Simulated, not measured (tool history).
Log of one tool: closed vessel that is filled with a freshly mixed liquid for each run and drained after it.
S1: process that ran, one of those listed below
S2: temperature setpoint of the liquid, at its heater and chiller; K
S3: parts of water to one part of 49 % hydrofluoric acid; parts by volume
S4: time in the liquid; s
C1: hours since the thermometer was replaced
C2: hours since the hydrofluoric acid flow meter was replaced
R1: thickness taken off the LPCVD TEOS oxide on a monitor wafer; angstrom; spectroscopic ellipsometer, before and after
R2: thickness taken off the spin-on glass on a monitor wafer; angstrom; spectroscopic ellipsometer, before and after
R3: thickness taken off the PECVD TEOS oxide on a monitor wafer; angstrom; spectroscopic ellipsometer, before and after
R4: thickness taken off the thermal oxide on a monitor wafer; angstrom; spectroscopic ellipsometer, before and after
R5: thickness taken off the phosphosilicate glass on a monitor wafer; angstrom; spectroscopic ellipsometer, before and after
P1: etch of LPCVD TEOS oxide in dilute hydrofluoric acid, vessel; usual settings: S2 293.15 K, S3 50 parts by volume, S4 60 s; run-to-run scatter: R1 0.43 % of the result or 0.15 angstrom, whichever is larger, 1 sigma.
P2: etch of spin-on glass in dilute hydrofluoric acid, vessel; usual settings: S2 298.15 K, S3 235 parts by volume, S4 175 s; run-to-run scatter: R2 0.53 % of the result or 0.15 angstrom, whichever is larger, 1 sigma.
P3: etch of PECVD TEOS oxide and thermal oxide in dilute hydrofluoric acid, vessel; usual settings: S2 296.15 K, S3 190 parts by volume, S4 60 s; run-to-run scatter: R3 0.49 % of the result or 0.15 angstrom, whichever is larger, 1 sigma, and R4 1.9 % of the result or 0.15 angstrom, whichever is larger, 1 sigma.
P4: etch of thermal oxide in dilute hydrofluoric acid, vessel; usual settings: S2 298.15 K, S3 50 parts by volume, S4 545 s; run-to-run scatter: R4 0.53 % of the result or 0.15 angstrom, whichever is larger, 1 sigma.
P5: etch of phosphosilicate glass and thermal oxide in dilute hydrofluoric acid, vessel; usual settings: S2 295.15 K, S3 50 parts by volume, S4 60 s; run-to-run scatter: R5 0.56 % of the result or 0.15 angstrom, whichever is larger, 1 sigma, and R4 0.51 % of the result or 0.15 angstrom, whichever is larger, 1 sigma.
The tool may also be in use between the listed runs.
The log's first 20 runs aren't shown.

run	hour	S1	S2	S3	S4	C1	C2	R1	R2	R3	R4	R5
21	247.4	P5	295.15	50	30	1176.2	1611.3				29.562	742.67
22	255.9	P4	298.15	50	545	1184.7	1619.8				572.15	
23	264.9	P4	298.15	50	545	1193.7	1628.8				569	
24	272.5	P1	290.15	50	30	1201.3	1636.4	119.63				
25	287.8	P2	298.15	235	175	1216.6	1651.7		325.5			
26	299.4	P1	293.15	50	60	1228.2	1663.3	271.55				
27	312.7	P1	293.15	80	60	1241.5	1676.6	163.54				
28	326.8	P2	298.15	235	175	1255.6	1690.7		324.76			
29	336.7	P1	290.15	50	30	1265.5	1700.6	118.05				
30	351.1	P1	297.65	50	60	1279.9	1715	325.26				
31	360.4	P5	295.15	20	60	1289.2	1724.3				153.38	3819.8

The next listed run, before its measurement:
32	371	P5	295.15	50	60	1299.8	1734.9				?	?

Run 32 gave R4 59.407 angstrom, R5 1481.2 angstrom.

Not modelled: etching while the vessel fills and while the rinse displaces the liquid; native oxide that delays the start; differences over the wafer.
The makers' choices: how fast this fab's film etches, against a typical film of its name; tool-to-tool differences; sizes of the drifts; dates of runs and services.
